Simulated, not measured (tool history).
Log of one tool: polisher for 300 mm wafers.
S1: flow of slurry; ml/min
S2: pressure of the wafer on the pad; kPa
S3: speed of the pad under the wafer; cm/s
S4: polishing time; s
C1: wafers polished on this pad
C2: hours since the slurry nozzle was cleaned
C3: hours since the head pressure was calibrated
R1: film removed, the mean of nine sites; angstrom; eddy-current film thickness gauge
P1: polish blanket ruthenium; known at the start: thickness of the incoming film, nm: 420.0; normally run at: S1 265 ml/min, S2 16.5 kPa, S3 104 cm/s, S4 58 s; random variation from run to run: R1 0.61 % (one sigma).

Run 1, hour 13.1: S1 265 ml/min, S2 16.5 kPa, S3 104 cm/s, S4 58 s; C1 519; C2 420.1; C3 608.5. Result: R1 854.86 angstrom.
Run 2, hour 24.3: S1 400 ml/min, S2 16.5 kPa, S3 104 cm/s, S4 58 s; C1 608; C2 431.3; C3 619.7. Result: R1 884.83 angstrom.
Run 3, hour 33.9: S1 265 ml/min, S2 8.3 kPa, S3 104 cm/s, S4 58 s; C1 685; C2 440.9; C3 629.3. Result: R1 433.08 angstrom.
Run 4, hour 49.5: S1 265 ml/min, S2 25.5 kPa, S3 104 cm/s, S4 58 s; C1 809; C2 456.5; C3 644.9. Result: R1 1310.6 angstrom.
Run 5, hour 60.9: S1 265 ml/min, S2 16.5 kPa, S3 158 cm/s, S4 58 s; C1 900; C2 467.9; C3 656.3. Result: R1 1302.9 angstrom.
Run 6, hour 73.6: S1 160 ml/min, S2 16.5 kPa, S3 104 cm/s, S4 58 s; C1 1001; C2 480.6; C3 669. Result: R1 798.97 angstrom.
Run 7, hour 85.3: S1 330 ml/min, S2 16.5 kPa, S3 104 cm/s, S4 71 s; C1 1095; C2 492.3; C3 680.7. Result: R1 1068.4 angstrom.
Run 8, hour 99.5: S1 265 ml/min, S2 16.5 kPa, S3 46 cm/s, S4 58 s; C1 1208; C2 506.5; C3 694.9. Result: R1 374.73 angstrom.
Run 9, hour 112.6: S1 265 ml/min, S2 16.5 kPa, S3 104 cm/s, S4 58 s; C1 1312; C2 519.6; C3 708. Result: R1 854.49 angstrom.
Run 10, hour 122: S1 385 ml/min, S2 20.7 kPa, S3 104 cm/s, S4 58 s; C1 1387; C2 529; C3 717.4. Result: R1 1116.4 angstrom.
Run 11, hour 134.6: S1 265 ml/min, S2 16.5 kPa, S3 104 cm/s, S4 58 s; C1 1488; C2 541.6; C3 730. Result: R1 859.98 angstrom.
Run 12, hour 151.9: S1 265 ml/min, S2 16.5 kPa, S3 104 cm/s, S4 58 s; C1 1625; C2 558.9; C3 747.3. Result: R1 860.01 angstrom.
At hour 159.3: worn pad replaced by a new one.
Run 13, hour 167.8: S1 265 ml/min, S2 16.5 kPa, S3 104 cm/s, S4 92 s; C1 67; C2 574.8; C3 763.2. Result: R1 1358.6 angstrom.
Run 14, hour 176.6: S1 265 ml/min, S2 23.4 kPa, S3 104 cm/s, S4 88 s; C1 137; C2 583.6; C3 772. Result: R1 1832.4 angstrom.
Run 15, hour 185.2: S1 265 ml/min, S2 16.5 kPa, S3 104 cm/s, S4 58 s; C1 206; C2 592.2; C3 780.6. Result: R1 857.63 angstrom.
Run 16, hour 193.8: S1 265 ml/min, S2 16.5 kPa, S3 104 cm/s, S4 29 s; C1 275; C2 600.8; C3 789.2. Result: R1 421.62 angstrom.
Run 17, hour 207.4: S1 265 ml/min, S2 16.5 kPa, S3 104 cm/s, S4 58 s; C1 383; C2 614.4; C3 802.8. Result: R1 854.2 angstrom.
Run 18, hour 216.6: S1 265 ml/min, S2 16.5 kPa, S3 104 cm/s, S4 58 s; C1 456; C2 623.6; C3 812. Result: R1 848.87 angstrom.
Run 19, hour 230.3: S1 265 ml/min, S2 16.5 kPa, S3 104 cm/s, S4 58 s; C1 566; C2 637.3; C3 825.7. Result: R1 829.18 angstrom.
Run 20, hour 241.3: S1 265 ml/min, S2 16.5 kPa, S3 104 cm/s, S4 58 s; C1 653; C2 648.3; C3 836.7. Result: R1 830.98 angstrom.
At hour 247.5: worn pad replaced by a new one.
Run 21, hour 259.2: S1 265 ml/min, S2 16.5 kPa, S3 104 cm/s, S4 58 s; C1 93; C2 666.2; C3 854.6. Result: R1 819.96 angstrom.
Run 22, hour 270.6: S1 265 ml/min, S2 16.5 kPa, S3 104 cm/s, S4 58 s; C1 184; C2 677.6; C3 866. Result: R1 809.05 angstrom.

Run 23 comes next. What will it give?
Run 23, hour 286.1: S1 265 ml/min, S2 16.5 kPa, S3 104 cm/s, S4 58 s; C1 307; C2 693.1; C3 881.5. Result: R1 ?.

R1: 816.75 angstrom

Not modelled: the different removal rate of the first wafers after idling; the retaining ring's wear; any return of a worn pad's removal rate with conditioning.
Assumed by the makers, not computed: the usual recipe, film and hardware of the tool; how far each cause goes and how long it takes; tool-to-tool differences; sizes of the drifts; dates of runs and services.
